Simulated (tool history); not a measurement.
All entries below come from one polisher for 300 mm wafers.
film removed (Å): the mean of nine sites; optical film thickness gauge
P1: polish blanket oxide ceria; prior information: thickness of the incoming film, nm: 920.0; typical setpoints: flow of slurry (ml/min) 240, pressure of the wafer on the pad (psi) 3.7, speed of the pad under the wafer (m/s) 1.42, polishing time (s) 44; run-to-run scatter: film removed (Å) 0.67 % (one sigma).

run	day	flow of slurry (ml/min)	pressure of the wafer on the pad (psi)	speed of the pad under the wafer (m/s)	polishing time (s)	film removed (Å)
1	0.533	240	3.7	1.42	44	3371.9
2	0.925	240	5	1.42	44	4564.4
3	1.4	240	2.2	1.42	44	2006
4	1.779	240	2.2	1	44	1417
5	2.454	350	3.7	1.42	44	3490.2
6	3.071	240	3.7	1.42	44	3380.8
7	3.417	240	3.7	0.64	44	1506.2
8	3.846	240	3.7	1.42	61	4670.6
9	4.225	240	3.7	1.42	44	3370.2
10	4.783	240	3.7	1.42	44	3374.8
11	5.179	240	5.5	1.42	24	2717.5
12	5.75	240	3.7	1.42	44	3347.4
13	6.462	240	3.7	2.14	44	5036.9
14	7.167	150	3.7	1.42	44	3141.9
15	7.562	240	3.7	1.42	30	2274.2
16	8.117	240	3.7	1.42	44	3430.8
17	8.458	240	3.7	1.42	44	3353.6
18	9.138	240	3.7	1.42	44	3304.5
19	9.788	240	3.7	1.42	44	3243.9

Expected results for the next run?
20	10.217	240	3.7	1.42	44	?

Logged for run 20: film removed (Å) 3256.4.
